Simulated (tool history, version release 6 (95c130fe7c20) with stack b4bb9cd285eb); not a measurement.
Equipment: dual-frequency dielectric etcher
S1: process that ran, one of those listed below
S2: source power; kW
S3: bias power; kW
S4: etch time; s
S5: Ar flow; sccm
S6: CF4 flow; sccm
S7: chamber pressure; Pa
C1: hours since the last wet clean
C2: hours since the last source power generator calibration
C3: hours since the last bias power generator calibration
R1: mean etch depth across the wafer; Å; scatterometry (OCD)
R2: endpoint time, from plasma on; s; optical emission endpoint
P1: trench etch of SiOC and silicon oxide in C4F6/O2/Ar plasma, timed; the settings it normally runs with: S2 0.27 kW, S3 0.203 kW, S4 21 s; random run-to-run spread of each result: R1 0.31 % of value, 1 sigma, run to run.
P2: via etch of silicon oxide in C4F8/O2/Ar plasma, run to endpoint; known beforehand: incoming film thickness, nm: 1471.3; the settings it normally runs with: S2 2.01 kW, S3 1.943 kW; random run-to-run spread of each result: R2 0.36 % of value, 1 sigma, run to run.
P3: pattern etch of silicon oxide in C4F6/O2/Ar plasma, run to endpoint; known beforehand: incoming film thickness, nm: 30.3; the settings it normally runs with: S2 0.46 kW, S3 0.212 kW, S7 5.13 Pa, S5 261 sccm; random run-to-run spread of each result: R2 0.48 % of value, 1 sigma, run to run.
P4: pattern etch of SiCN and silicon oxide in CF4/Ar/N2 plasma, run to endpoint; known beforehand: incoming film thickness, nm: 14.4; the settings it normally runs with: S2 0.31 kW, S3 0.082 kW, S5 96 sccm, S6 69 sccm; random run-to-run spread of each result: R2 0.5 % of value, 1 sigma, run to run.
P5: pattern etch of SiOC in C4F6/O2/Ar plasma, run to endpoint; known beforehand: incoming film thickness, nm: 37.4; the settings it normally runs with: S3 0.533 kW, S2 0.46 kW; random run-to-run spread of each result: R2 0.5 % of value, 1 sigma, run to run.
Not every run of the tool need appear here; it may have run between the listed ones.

| run | day | S1 | S2 | S3 | S4 | S5 | S6 | S7 | C1 | C2 | C3 | R1 | R2 |
|---|---|---|---|---|---|---|---|---|---|---|---|---|---|
| 1 | 0.521 | P1 | 0.27 | 0.203 | 21 |  |  |  | 101.3 | 1073.2 | 1136.7 | 368.58 |  |
| 2 | 1.017 | P5 | 0.46 | 0.533 |  |  |  |  | 113.2 | 1085.1 | 1148.6 |  | 11.728 |
| 3 | 1.462 | P4 | 0.31 | 0.082 |  | 96 | 90 |  | 123.9 | 1095.8 | 1159.3 |  | 20.639 |
| 4 | 1.858 | P1 | 0.27 | 0.203 | 21 |  |  |  | 133.4 | 1105.3 | 1168.8 | 367.21 |  |
| 5 | 2.392 | P2 | 2.01 | 2.549 |  |  |  |  | 146.2 | 1118.1 | 1181.6 |  | 270.66 |
| 6 | 2.888 | P1 | 0.27 | 0.203 | 21 |  |  |  | 158.1 | 1130 | 1193.5 | 369.24 |  |
| 7 | 3.3 | P1 | 0.39 | 0.203 | 21 |  |  |  | 168 | 1139.9 | 1203.4 | 425.25 |  |
| 8 | 3.667 | P4 | 0.31 | 0.082 |  | 96 | 69 |  | 176.8 | 1148.7 | 1212.2 |  | 21.433 |
| 9 | 4.233 | P5 | 0.27 | 0.533 |  |  |  |  | 190.4 | 1162.3 | 1225.8 |  | 14.484 |
| 10 | 4.525 | P1 | 0.27 | 0.203 | 15.5 |  |  |  | 197.4 | 1169.3 | 1232.8 | 271.27 |  |
| 11 | 4.925 | P3 | 0.46 | 0.212 |  | 261 |  | 5.13 | 207 | 1178.9 | 1242.4 |  | 8.7811 |
| 12 | 5.292 | P1 | 0.27 | 0.162 | 21 |  |  |  | 215.8 | 1187.7 | 1251.2 | 339.72 |  |
| 13 | 5.558 | P2 | 2.84 | 1.943 |  |  |  |  | 222.2 | 1194.1 | 1257.6 |  | 257.23 |
| 14 | 6.067 | P5 | 0.46 | 0.723 |  |  |  |  | 234.4 | 1206.3 | 1269.8 |  | 10.5 |
| 15 | 6.529 | P2 | 2.01 | 1.943 |  |  |  |  | 245.5 | 1217.4 | 1280.9 |  | 294.46 |
| 16 | 7.092 | P4 | 0.31 | 0.082 |  | 96 | 69 |  | 259 | 1230.9 | 1294.4 |  | 21.249 |
| 17 | 7.446 | P3 | 0.64 | 0.212 |  | 261 |  | 5.13 | 267.5 | 1239.4 | 1302.9 |  | 7.6761 |
| 18 | 7.896 | P1 | 0.19 | 0.203 | 21 |  |  |  | 278.3 | 1250.2 | 1313.7 | 322.04 |  |
| 19 | 8.438 | P4 | 0.31 | 0.082 |  | 72 | 69 |  | 291.3 | 1263.2 | 1326.7 |  | 20.554 |
| 20 | 8.892 | P3 | 0.46 | 0.212 |  | 261 |  | 3.73 | 302.2 | 1274.1 | 1337.6 |  | 8.4624 |
| 21 | 9.458 | P4 | 0.31 | 0.054 |  | 96 | 69 |  | 315.8 | 1287.7 | 1351.2 |  | 24.546 |
| 22 | 9.817 | P3 | 0.46 | 0.148 |  | 261 |  | 5.13 | 324.4 | 1296.3 | 1359.8 |  | 9.8796 |
| 23 | 10.171 | P1 | 0.27 | 0.203 | 21 |  |  |  | 332.9 | 1304.8 | 1368.3 | 369.2 |  |
| 24 | 10.612 | P2 | 2.01 | 1.943 |  |  |  |  | 343.5 | 1315.4 | 1378.9 |  | 295.22 |
| 25 | 11.017 | P1 | 0.34 | 0.203 | 27 |  |  |  | 353.2 | 1325.1 | 1388.6 | 520.2 |  |
|  | 11.2 | wet clean of the chamber |
| 26 | 11.467 | P1 | 0.27 | 0.277 | 21 |  |  |  | 6.5 | 1335.9 | 1399.4 | 409.55 |  |
| 27 | 11.75 | P1 | 0.18 | 0.203 | 28 |  |  |  | 13.3 | 1342.7 | 1406.2 | 417.81 |  |
| 28 | 12.196 | P4 | 0.21 | 0.082 |  | 96 | 69 |  | 24 | 1353.4 | 1416.9 |  | 30.032 |
| 29 | 12.608 | P1 | 0.27 | 0.203 | 31.5 |  |  |  | 33.9 | 1363.3 | 1426.8 | 551.76 |  |
| 30 | 13.167 | P3 | 0.46 | 0.212 |  | 364 |  | 5.13 | 47.3 | 1376.7 | 1440.2 |  | 9.1013 |
| 31 | 13.604 | P5 | 0.46 | 0.533 |  |  |  |  | 57.8 | 1387.2 | 1450.7 |  | 11.824 |
| 32 | 14.133 | P1 | 0.27 | 0.203 | 21 |  |  |  | 70.5 | 1399.9 | 1463.4 | 368.72 |  |
| 33 | 14.667 | P3 | 0.46 | 0.212 |  | 261 |  | 5.13 | 83.3 | 1412.7 | 1476.2 |  | 8.7579 |
| 34 | 15.079 | P1 | 0.27 | 0.203 | 21 |  |  |  | 93.2 | 1422.6 | 1486.1 | 370.82 |  |
| 35 | 15.462 | P1 | 0.27 | 0.203 | 21 |  |  |  | 102.4 | 1431.8 | 1495.3 | 364.76 |  |
| 36 | 15.933 | P1 | 0.27 | 0.203 | 21 |  |  |  | 113.7 | 1443.1 | 1506.6 | 364.64 |  |
| 37 | 16.429 | P1 | 0.27 | 0.203 | 21 |  |  |  | 125.6 | 1455 | 1518.5 | 362.54 |  |
|  | 16.529 | wet clean of the chamber |
| 38 | 16.708 | P1 | 0.27 | 0.203 | 21 |  |  |  | 4.4 | 1461.7 | 1525.2 | 363.78 |  |
| 39 | 17.088 | P1 | 0.27 | 0.203 | 21 |  |  |  | 13.5 | 1470.8 | 1534.3 | 363.17 |  |
| 40 | 17.392 | P1 | 0.27 | 0.203 | 21 |  |  |  | 20.8 | 1478.1 | 1541.6 | 366.2 |  |
| 41 | 17.917 | P1 | 0.27 | 0.203 | 21 |  |  |  | 33.4 | 1490.7 | 1554.2 | 362.59 |  |
| 42 | 18.196 | P1 | 0.27 | 0.203 | 21 |  |  |  | 40.1 | 1497.4 | 1560.9 | 365.49 |  |
| 43 | 18.667 | P1 | 0.27 | 0.203 | 21 |  |  |  | 51.4 | 1508.7 | 1572.2 | 361.58 |  |

Something has made what P1 gives creep away from where it was; the 2 causes below, each at its own stated size, fit the log equally well:
A: bias power that arrives under what is set, % = 4.61
B: source power that arrives under what is set, % = 4.01
Onset of the creep was near day 15.079.
All other causes, with the reason each is excluded:
chamber walls in a state that lowers the etch rate, %: serviced at day 16.529, which brought nothing back

Which of the check runs below tells the causes apart, meaning the causes would give it clearly different results? Each run uses 3 wafers whose results are averaged, and each result is shown as a question mark.
| check 1 | 19.138 | P3 | 0.63 | 0.212 |  | 335 |  | 5.13 |  |  |  |  | ? |
| check 2 | 19.138 | P4 | 0.21 | 0.056 |  | 96 | 69 |  |  |  |  |  | ? |
| check 3 | 19.138 | P2 | 2.3 | 1.943 |  |  |  |  |  |  |  |  | ? |
| check 4 | 19.138 | P5 | 0.27 | 0.657 |  |  |  |  |  |  |  |  | ? |

Predicted outcomes, by check and by cause:
| check | result | if A | if B |
|---|---|---|---|
| check 1 | R2 | 8.0812 | 8.09 |
| check 2 | R2 | 34.731 | 35.443 |
| check 3 | R2 | 282.57 | 283.48 |
| check 4 | R2 | 13.491 | 13.441 |
Minimum pairwise separation of causes per check, each pair taken at its best-separating result: check 1 0.11 %; check 2 2.03 %; check 3 0.32 %; check 4 0.37 %
The causes can be told apart only by check 2. The other checks would give nearly the same results under each of them.

Check 2 has now been run. It gave: R2 35.469 s. Which of the candidate causes is it?

The correct cause is B, namely: source power that arrives under what is set, %.
